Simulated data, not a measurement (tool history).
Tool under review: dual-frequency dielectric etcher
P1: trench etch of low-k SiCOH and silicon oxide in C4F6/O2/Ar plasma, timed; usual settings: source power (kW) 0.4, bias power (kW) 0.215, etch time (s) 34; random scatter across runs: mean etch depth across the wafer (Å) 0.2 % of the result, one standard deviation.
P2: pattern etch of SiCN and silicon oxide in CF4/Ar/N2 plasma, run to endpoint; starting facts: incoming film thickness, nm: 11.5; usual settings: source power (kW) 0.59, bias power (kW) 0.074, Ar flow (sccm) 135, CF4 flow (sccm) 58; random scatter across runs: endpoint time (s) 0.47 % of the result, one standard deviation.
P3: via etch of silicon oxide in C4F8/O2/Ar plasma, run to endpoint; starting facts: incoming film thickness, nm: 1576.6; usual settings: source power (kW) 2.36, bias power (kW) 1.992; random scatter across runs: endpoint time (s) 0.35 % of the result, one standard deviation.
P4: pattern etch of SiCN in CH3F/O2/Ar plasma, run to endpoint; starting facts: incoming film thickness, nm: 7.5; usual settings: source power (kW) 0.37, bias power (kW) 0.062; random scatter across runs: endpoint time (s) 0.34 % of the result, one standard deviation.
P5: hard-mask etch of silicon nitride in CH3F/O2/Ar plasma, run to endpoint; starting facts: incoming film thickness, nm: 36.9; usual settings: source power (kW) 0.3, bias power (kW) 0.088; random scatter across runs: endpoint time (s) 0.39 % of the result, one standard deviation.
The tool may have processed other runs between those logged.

| run | hour | process that ran | source power (kW) | bias power (kW) | etch time (s) | Ar flow (sccm) | CF4 flow (sccm) | hours since the last wet clean | hours since the last source power generator calibration | hours since the last bias power generator calibration | mean etch depth across the wafer (Å) | endpoint time (s) |
|---|---|---|---|---|---|---|---|---|---|---|---|---|
| 1 | 10.3 | P1 | 0.4 | 0.215 | 34 |  |  | 216.3 | 678.8 | 1128.2 | 1133.3 |  |
| 2 | 19.7 | P5 | 0.3 | 0.125 |  |  |  | 225.7 | 688.2 | 1137.6 |  | 48.794 |
| 3 | 30.5 | P3 | 2.36 | 1.341 |  |  |  | 236.5 | 699 | 1148.4 |  | 326.65 |
| 4 | 36.4 | P4 | 0.37 | 0.062 |  |  |  | 242.4 | 704.9 | 1154.3 |  | 22.311 |
| 5 | 41.1 | P2 | 0.59 | 0.074 |  | 135 | 58 | 247.1 | 709.6 | 1159 |  | 10.988 |
| 6 | 50.4 | P1 | 0.25 | 0.215 | 34 |  |  | 256.4 | 718.9 | 1168.3 | 945.92 |  |
| 7 | 56.8 | P4 | 0.37 | 0.062 |  |  |  | 262.8 | 725.3 | 1174.7 |  | 22.248 |
| 8 | 64.6 | P3 | 1.81 | 1.992 |  |  |  | 270.6 | 733.1 | 1182.5 |  | 325.17 |
| 9 | 69.6 | P4 | 0.37 | 0.046 |  |  |  | 275.6 | 738.1 | 1187.5 |  | 24.679 |
| 10 | 78.8 | P1 | 0.4 | 0.304 | 34 |  |  | 284.8 | 747.3 | 1196.7 | 1275.7 |  |
| 11 | 88.8 | P1 | 0.54 | 0.215 | 49.5 |  |  | 294.8 | 757.3 | 1206.7 | 1854.1 |  |
|  | 94.6 | source power generator calibrated |
| 12 | 96.6 | P4 | 0.47 | 0.062 |  |  |  | 302.6 | 2.1 | 1214.5 |  | 20.363 |
| 13 | 102.1 | P2 | 0.59 | 0.056 |  | 135 | 58 | 308.1 | 7.6 | 1220 |  | 12.154 |
| 14 | 107.7 | P5 | 0.3 | 0.088 |  |  |  | 313.7 | 13.2 | 1225.6 |  | 55.623 |
| 15 | 116.7 | P1 | 0.4 | 0.215 | 34 |  |  | 322.7 | 22.2 | 1234.6 | 1132.5 |  |
| 16 | 126.2 | P1 | 0.54 | 0.215 | 34 |  |  | 332.2 | 31.7 | 1244.1 | 1275.6 |  |
| 17 | 136 | P1 | 0.4 | 0.215 | 18.5 |  |  | 342 | 41.5 | 1253.9 | 616.38 |  |
| 18 | 145.9 | P1 | 0.4 | 0.215 | 34 |  |  | 351.9 | 51.4 | 1263.8 | 1133 |  |
| 19 | 151.2 | P2 | 0.82 | 0.074 |  | 135 | 58 | 357.2 | 56.7 | 1269.1 |  | 8.3636 |
| 20 | 156.2 | P1 | 0.4 | 0.147 | 34 |  |  | 362.2 | 61.7 | 1274.1 | 1003.4 |  |
| 21 | 164.5 | P1 | 0.32 | 0.301 | 34 |  |  | 370.5 | 70 | 1282.4 | 1166.8 |  |
| 22 | 170.9 | P2 | 0.59 | 0.074 |  | 135 | 37 | 376.9 | 76.4 | 1288.8 |  | 11.841 |
| 23 | 176.9 | P1 | 0.4 | 0.215 | 34 |  |  | 382.9 | 82.4 | 1294.8 | 1134.6 |  |
| 24 | 184.8 | P5 | 0.41 | 0.088 |  |  |  | 390.8 | 90.3 | 1302.7 |  | 49.749 |
| 25 | 191.8 | P2 | 0.59 | 0.074 |  | 135 | 58 | 397.8 | 97.3 | 1309.7 |  | 11.174 |
| 26 | 201.4 | P1 | 0.4 | 0.215 | 34 |  |  | 407.4 | 106.9 | 1319.3 | 1133.7 |  |
| 27 | 208.3 | P1 | 0.4 | 0.215 | 34 |  |  | 414.3 | 113.8 | 1326.2 | 1130.6 |  |
| 28 | 217.7 | P5 | 0.3 | 0.088 |  |  |  | 423.7 | 123.2 | 1335.6 |  | 55.641 |
| 29 | 226.1 | P1 | 0.4 | 0.215 | 50.5 |  |  | 432.1 | 131.6 | 1344 | 1680.8 |  |
| 30 | 233.6 | P2 | 0.59 | 0.074 |  | 187 | 58 | 439.6 | 139.1 | 1351.5 |  | 11.855 |
| 31 | 244.3 | P3 | 2.36 | 1.992 |  |  |  | 450.3 | 149.8 | 1362.2 |  | 291.41 |
| 32 | 254.9 | P1 | 0.4 | 0.215 | 34 |  |  | 460.9 | 160.4 | 1372.8 | 1132.8 |  |
| 33 | 264.7 | P1 | 0.4 | 0.215 | 34 |  |  | 470.7 | 170.2 | 1382.6 | 1122.6 |  |
| 34 | 274.7 | P1 | 0.4 | 0.215 | 34 |  |  | 480.7 | 180.2 | 1392.6 | 1119 |  |
| 35 | 279.9 | P1 | 0.4 | 0.215 | 34 |  |  | 485.9 | 185.4 | 1397.8 | 1116.6 |  |

Run 36 is up next; what results do you expect?
| 36 | 288.9 | P1 | 0.4 | 0.215 | 34 |  |  | 494.9 | 194.4 | 1406.8 | ? |  |

mean etch depth across the wafer (Å): 1118.8
